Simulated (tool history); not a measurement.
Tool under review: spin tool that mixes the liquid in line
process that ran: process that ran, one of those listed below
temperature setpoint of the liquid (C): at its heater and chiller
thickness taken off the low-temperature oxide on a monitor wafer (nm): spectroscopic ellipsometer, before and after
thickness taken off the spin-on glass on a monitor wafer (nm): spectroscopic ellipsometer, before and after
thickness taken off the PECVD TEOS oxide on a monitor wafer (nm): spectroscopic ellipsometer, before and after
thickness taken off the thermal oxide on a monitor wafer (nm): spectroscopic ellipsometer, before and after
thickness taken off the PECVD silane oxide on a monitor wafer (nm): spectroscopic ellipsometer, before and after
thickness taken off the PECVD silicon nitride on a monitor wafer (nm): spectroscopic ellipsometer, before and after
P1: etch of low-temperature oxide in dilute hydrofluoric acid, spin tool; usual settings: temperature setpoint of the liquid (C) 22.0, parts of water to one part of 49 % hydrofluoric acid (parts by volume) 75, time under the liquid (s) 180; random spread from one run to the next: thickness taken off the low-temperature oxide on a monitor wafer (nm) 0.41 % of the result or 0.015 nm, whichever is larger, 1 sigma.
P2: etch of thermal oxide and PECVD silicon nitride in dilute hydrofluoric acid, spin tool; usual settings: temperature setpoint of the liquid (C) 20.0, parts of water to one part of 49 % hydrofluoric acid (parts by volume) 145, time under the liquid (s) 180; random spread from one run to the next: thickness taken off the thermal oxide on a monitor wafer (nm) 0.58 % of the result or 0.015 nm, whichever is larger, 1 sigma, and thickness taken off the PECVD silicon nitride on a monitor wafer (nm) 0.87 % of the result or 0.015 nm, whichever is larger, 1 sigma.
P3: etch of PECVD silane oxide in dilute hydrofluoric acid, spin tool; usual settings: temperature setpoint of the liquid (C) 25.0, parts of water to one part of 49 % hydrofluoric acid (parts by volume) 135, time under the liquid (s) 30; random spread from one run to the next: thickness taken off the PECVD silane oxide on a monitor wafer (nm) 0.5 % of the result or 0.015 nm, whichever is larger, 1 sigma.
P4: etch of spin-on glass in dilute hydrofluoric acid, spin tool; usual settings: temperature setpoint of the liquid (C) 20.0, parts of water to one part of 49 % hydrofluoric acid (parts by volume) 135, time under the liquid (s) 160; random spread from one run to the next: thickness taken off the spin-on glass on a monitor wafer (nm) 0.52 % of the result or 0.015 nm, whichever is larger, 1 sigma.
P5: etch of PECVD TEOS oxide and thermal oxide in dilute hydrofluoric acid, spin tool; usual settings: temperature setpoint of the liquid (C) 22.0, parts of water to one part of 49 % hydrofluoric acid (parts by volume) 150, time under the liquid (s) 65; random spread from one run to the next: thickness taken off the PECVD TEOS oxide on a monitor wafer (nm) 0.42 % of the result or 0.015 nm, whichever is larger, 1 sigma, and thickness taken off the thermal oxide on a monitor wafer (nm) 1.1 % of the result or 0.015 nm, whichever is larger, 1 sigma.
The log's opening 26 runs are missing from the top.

run,hour,process that ran,temperature setpoint of the liquid (C),parts of water to one part of 49 % hydrofluoric acid (parts by volume),time under the liquid (s),hours since the thermometer was replaced,hours since the hydrofluoric acid flow meter was replaced,thickness taken off the low-temperature oxide on a monitor wafer (nm),thickness taken off the spin-on glass on a monitor wafer (nm),thickness taken off the PECVD TEOS oxide on a monitor wafer (nm),thickness taken off the thermal oxide on a monitor wafer (nm),thickness taken off the PECVD silane oxide on a monitor wafer (nm),thickness taken off the PECVD silicon nitride on a monitor wafer (nm)
27,294.0,P1,22.0,75,180,928.0,156.4,47.309,,,,,
28,303.4,P5,22.0,85,65,937.4,165.8,,,11.9200,3.66700,,
29,313.6,P2,20.0,145,180,947.6,176.0,,,,4.65050,,2.8128
30,326.7,P1,22.0,75,180,960.7,189.1,47.470,,,,,
31,334.6,P2,20.0,265,180,968.6,197.0,,,,2.30000,,1.5467
32,344.6,P1,22.0,75,180,978.6,207.0,47.294,,,,,
33,354.8,P1,22.0,75,180,988.8,217.2,47.342,,,,,
34,363.7,P1,22.0,75,180,997.7,226.1,47.258,,,,,

Run 35 comes next. What will it give?
35,374.1,P1,22.0,75,180,1008.1,236.5,?,,,,,

{"run 35": {"thickness taken off the low-temperature oxide on a monitor wafer (nm)": 47.165}}
